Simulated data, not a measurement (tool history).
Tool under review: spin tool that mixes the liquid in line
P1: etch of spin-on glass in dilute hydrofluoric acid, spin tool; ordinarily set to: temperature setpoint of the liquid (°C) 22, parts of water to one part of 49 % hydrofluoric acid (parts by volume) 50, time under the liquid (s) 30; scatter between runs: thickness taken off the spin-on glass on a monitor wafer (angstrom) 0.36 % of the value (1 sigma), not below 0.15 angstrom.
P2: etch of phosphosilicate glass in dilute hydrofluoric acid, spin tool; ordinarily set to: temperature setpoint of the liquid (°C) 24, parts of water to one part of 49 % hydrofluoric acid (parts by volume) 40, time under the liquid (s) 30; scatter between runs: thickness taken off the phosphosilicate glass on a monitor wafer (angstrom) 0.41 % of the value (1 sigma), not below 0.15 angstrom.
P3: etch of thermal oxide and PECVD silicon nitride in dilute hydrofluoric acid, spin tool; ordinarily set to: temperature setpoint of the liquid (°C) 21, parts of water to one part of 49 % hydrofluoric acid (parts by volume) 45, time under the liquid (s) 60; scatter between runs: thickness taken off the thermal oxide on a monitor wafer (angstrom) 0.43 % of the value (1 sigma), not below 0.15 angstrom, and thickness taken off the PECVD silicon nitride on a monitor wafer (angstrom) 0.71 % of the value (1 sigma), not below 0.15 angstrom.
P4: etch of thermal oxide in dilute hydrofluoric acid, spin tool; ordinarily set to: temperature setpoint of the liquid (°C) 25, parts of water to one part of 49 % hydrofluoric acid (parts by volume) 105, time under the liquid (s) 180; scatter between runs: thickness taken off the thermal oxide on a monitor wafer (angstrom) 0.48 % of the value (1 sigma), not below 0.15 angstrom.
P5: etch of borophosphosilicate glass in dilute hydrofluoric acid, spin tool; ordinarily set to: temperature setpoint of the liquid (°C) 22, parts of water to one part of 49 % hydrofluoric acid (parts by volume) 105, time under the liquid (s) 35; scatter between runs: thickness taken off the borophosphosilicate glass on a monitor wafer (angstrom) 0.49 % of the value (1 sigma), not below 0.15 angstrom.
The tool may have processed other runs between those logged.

| run | hour | process that ran | temperature setpoint of the liquid (°C) | parts of water to one part of 49 % hydrofluoric acid (parts by volume) | time under the liquid (s) | hours since the thermometer was replaced | hours since the hydrofluoric acid flow meter was replaced | thickness taken off the spin-on glass on a monitor wafer (angstrom) | thickness taken off the thermal oxide on a monitor wafer (angstrom) | thickness taken off the PECVD silicon nitride on a monitor wafer (angstrom) | thickness taken off the phosphosilicate glass on a monitor wafer (angstrom) | thickness taken off the borophosphosilicate glass on a monitor wafer (angstrom) |
|---|---|---|---|---|---|---|---|---|---|---|---|---|
| 1 | 16.1 | P1 | 22 | 50 | 30 | 240.8 | 129.8 | 223.24 |  |  |  |  |
| 2 | 25.5 | P1 | 22 | 50 | 30 | 250.2 | 139.2 | 223.13 |  |  |  |  |
| 3 | 42.6 | P1 | 22 | 50 | 30 | 267.3 | 156.3 | 224.33 |  |  |  |  |
| 4 | 52.2 | P3 | 17 | 45 | 60 | 276.9 | 165.9 |  | 55.115 | 27.414 |  |  |
| 5 | 65.7 | P1 | 28 | 25 | 30 | 290.4 | 179.4 | 598.61 |  |  |  |  |
|  | 71.4 | hydrofluoric acid flow meter replaced |
| 6 | 82.5 | P2 | 24 | 60 | 30 | 307.2 | 11.2 |  |  |  | 976.71 |  |
| 7 | 91.4 | P1 | 17 | 50 | 30 | 316.1 | 20.1 | 181.24 |  |  |  |  |
| 8 | 107.4 | P1 | 22 | 50 | 30 | 332.1 | 36.1 | 224.49 |  |  |  |  |
| 9 | 116.7 | P3 | 21 | 20 | 60 | 341.4 | 45.4 |  | 150.36 | 79.127 |  |  |
| 10 | 135.7 | P1 | 27 | 50 | 30 | 360.4 | 64.4 | 273.55 |  |  |  |  |
| 11 | 148.3 | P3 | 21 | 45 | 60 | 373 | 77 |  | 65.317 | 35.83 |  |  |
| 12 | 159.2 | P4 | 25 | 145 | 180 | 383.9 | 87.9 |  | 53.545 |  |  |  |
| 13 | 175.1 | P1 | 22 | 50 | 30 | 399.8 | 103.8 | 225.6 |  |  |  |  |
| 14 | 189.7 | P5 | 29.5 | 105 | 35 | 414.4 | 118.4 |  |  |  |  | 112.16 |
| 15 | 206.1 | P2 | 24 | 40 | 30 | 430.8 | 134.8 |  |  |  | 1510.7 |  |
| 16 | 216.8 | P4 | 19 | 105 | 180 | 441.5 | 145.5 |  | 60.968 |  |  |  |
| 17 | 226.3 | P3 | 21 | 45 | 100 | 451 | 155 |  | 109.23 | 58.834 |  |  |
| 18 | 237.7 | P1 | 22 | 50 | 50 | 462.4 | 166.4 | 376.05 |  |  |  |  |
| 19 | 253.2 | P2 | 24 | 40 | 15 | 477.9 | 181.9 |  |  |  | 750.23 |  |
| 20 | 261.7 | P1 | 18.5 | 50 | 55 | 486.4 | 190.4 | 354.34 |  |  |  |  |
| 21 | 274 | P1 | 22 | 20 | 30 | 498.7 | 202.7 | 581.39 |  |  |  |  |
| 22 | 284.5 | P1 | 22 | 50 | 15 | 509.2 | 213.2 | 111.82 |  |  |  |  |
| 23 | 299.4 | P2 | 24 | 40 | 30 | 524.1 | 228.1 |  |  |  | 1502.3 |  |
| 24 | 315.5 | P1 | 22 | 70 | 30 | 540.2 | 244.2 | 157.27 |  |  |  |  |
| 25 | 324 | P2 | 31 | 40 | 30 | 548.7 | 252.7 |  |  |  | 1999.7 |  |
| 26 | 337.6 | P1 | 22 | 70 | 50 | 562.3 | 266.3 | 261.07 |  |  |  |  |
| 27 | 354 | P5 | 22 | 105 | 35 | 578.7 | 282.7 |  |  |  |  | 84.673 |
| 28 | 367.2 | P4 | 25 | 105 | 180 | 591.9 | 295.9 |  | 77.764 |  |  |  |
| 29 | 383.6 | P5 | 22 | 40 | 35 | 608.3 | 312.3 |  |  |  |  | 240.55 |
| 30 | 400.5 | P1 | 22 | 50 | 30 | 625.2 | 329.2 | 223.93 |  |  |  |  |
| 31 | 413.2 | P4 | 25 | 105 | 55 | 637.9 | 341.9 |  | 23.794 |  |  |  |
| 32 | 427.4 | P5 | 22 | 105 | 60 | 652.1 | 356.1 |  |  |  |  | 147.06 |
| 33 | 440.3 | P1 | 22 | 50 | 30 | 665 | 369 | 222.99 |  |  |  |  |
| 34 | 455.7 | P1 | 22 | 50 | 30 | 680.4 | 384.4 | 219.54 |  |  |  |  |
| 35 | 473.8 | P1 | 22 | 50 | 30 | 698.5 | 402.5 | 215.84 |  |  |  |  |
| 36 | 482.3 | P1 | 22 | 50 | 30 | 707 | 411 | 214.36 |  |  |  |  |
| 37 | 498.5 | P1 | 22 | 50 | 30 | 723.2 | 427.2 | 213.77 |  |  |  |  |
| 38 | 507.7 | P1 | 22 | 50 | 30 | 732.4 | 436.4 | 213.43 |  |  |  |  |
| 39 | 517.5 | P1 | 22 | 50 | 30 | 742.2 | 446.2 | 213.09 |  |  |  |  |
| 40 | 533.5 | P1 | 22 | 50 | 30 | 758.2 | 462.2 | 212.58 |  |  |  |  |
| 41 | 550.8 | P1 | 22 | 50 | 30 | 775.5 | 479.5 | 212.74 |  |  |  |  |
| 42 | 565.9 | P1 | 22 | 50 | 30 | 790.6 | 494.6 | 210.95 |  |  |  |  |

What P1 gives has crept off from where it sat before. The 2 causes that follow fit the log equally well, each at the size noted:
A: hydrofluoric acid flow below the setpoint (%) = 5.31
B: liquid colder than its thermometer reads (K) = 1.39
At approximately hour 440.3, the process output began to creep.

Which of the check runs below tells the causes apart, meaning the causes would give it clearly different results? Each run uses 2 wafers whose results are averaged, and each result is shown as a question mark.
| check 1 | 581 | P4 | 25 | 105 | 180 |  |  |  | ? |  |  |  |
| check 2 | 581 | P3 | 21 | 45 | 60 |  |  |  | ? | ? |  |  |
| check 3 | 581 | P5 | 22 | 105 | 35 |  |  |  |  |  |  | ? |
| check 4 | 581 | P2 | 24 | 40 | 30 |  |  |  |  |  | ? |  |

What every check run would give for each of its results, assuming each possible cause in turn:
| check | result | if A | if B |
|---|---|---|---|
| check 1 | thickness taken off the thermal oxide on a monitor wafer (angstrom) | 72.957 | 73.483 |
| check 2 | thickness taken off the thermal oxide on a monitor wafer (angstrom) | 61.545 | 61.453 |
| check 2 | thickness taken off the PECVD silicon nitride on a monitor wafer (angstrom) | 34.121 | 32.666 |
| check 3 | thickness taken off the borophosphosilicate glass on a monitor wafer (angstrom) | 79.976 | 80.389 |
| check 4 | thickness taken off the phosphosilicate glass on a monitor wafer (angstrom) | 1425.2 | 1424.5 |
Separation of the two closest causes in each check, using whichever result separates them best: check 1 0.72 %; check 2 4.36 %; check 3 0.52 %; check 4 0.05 %
Only in check 2 would the causes give clearly different results; in the remaining checks their results would be nearly the same.

The results of check 2 are: thickness taken off the thermal oxide on a monitor wafer (angstrom) 61.168; thickness taken off the PECVD silicon nitride on a monitor wafer (angstrom) 34.472. Based on these, which of the listed causes is it?

It is A: hydrofluoric acid flow below the setpoint (%).
